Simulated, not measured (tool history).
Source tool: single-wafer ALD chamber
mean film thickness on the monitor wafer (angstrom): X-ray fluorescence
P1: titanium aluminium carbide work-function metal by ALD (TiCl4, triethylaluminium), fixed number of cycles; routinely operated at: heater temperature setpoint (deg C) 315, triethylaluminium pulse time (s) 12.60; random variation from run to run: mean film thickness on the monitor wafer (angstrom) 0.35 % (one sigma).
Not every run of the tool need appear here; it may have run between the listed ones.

| run | hour | heater temperature setpoint (deg C) | triethylaluminium pulse time (s) | mean film thickness on the monitor wafer (angstrom) |
|---|---|---|---|---|
| 1 | 9.6 | 315 | 12.60 | 22.270 |
| 2 | 16.9 | 315 | 12.60 | 22.076 |
| 3 | 25.9 | 299 | 4.72 | 16.935 |
| 4 | 34.1 | 315 | 18.63 | 22.483 |
| 5 | 45.3 | 315 | 12.60 | 22.261 |
| 6 | 52.9 | 315 | 5.41 | 19.254 |
| 7 | 62.7 | 301 | 17.34 | 21.227 |
| 8 | 73.5 | 315 | 12.60 | 22.238 |
| 9 | 82.3 | 291 | 12.60 | 20.133 |
| 10 | 92.4 | 315 | 12.60 | 22.386 |
| 11 | 98.1 | 315 | 12.60 | 22.313 |
| 12 | 108.0 | 329 | 12.60 | 23.602 |
| 13 | 116.3 | 315 | 12.60 | 22.138 |
| 14 | 122.4 | 315 | 12.60 | 22.217 |
| 15 | 129.7 | 315 | 12.60 | 22.076 |
| 16 | 141.3 | 315 | 12.60 | 21.991 |
| 17 | 148.0 | 315 | 12.60 | 22.016 |
| 18 | 158.3 | 315 | 12.60 | 21.887 |
| 19 | 167.5 | 315 | 12.60 | 21.880 |
| 20 | 172.8 | 315 | 12.60 | 21.857 |
| 21 | 183.0 | 315 | 12.60 | 21.692 |
| 22 | 194.3 | 315 | 12.60 | 21.927 |
| 23 | 203.0 | 315 | 12.60 | 21.884 |
| 24 | 212.7 | 315 | 12.60 | 21.816 |

The log shows P1 creeping away from where it was. Any of the 2 causes listed here, at the size stated for it, fits the log just as well as the others:
A: triethylaluminium dose below that of a fresh bottle (%) = 22.1
B: wafer temperature below the value expected at the setpoint (K) = 5.13
The gradual shift began around hour 116.3.

4 check runs are offered, one wafer each, their results left as question marks. Which one tells the causes apart?
| check 1 | 222.4 | 300 | 12.60 | ? |
| check 2 | 222.4 | 327 | 5.58 | ? |
| check 3 | 222.4 | 293 | 12.60 | ? |
| check 4 | 222.4 | 325 | 12.60 | ? |

Check results expected under each cause:
| check | result | if A | if B |
|---|---|---|---|
| check 1 | mean film thickness on the monitor wafer (angstrom) | 20.468 | 20.446 |
| check 2 | mean film thickness on the monitor wafer (angstrom) | 18.404 | 19.827 |
| check 3 | mean film thickness on the monitor wafer (angstrom) | 19.847 | 19.815 |
| check 4 | mean film thickness on the monitor wafer (angstrom) | 22.713 | 22.731 |
Per-check spread between the two closest causes, in the result where they differ most: check 1 0.11 %; check 2 7.45 %; check 3 0.16 %; check 4 0.08 %
Of the check runs offered, only check 2 discriminates between the causes; the rest would read about the same regardless of which cause applies.

After running check 2, the following was obtained: mean film thickness on the monitor wafer (angstrom) 18.314. Which cause does this point to?

A is the cause: triethylaluminium dose below that of a fresh bottle (%).
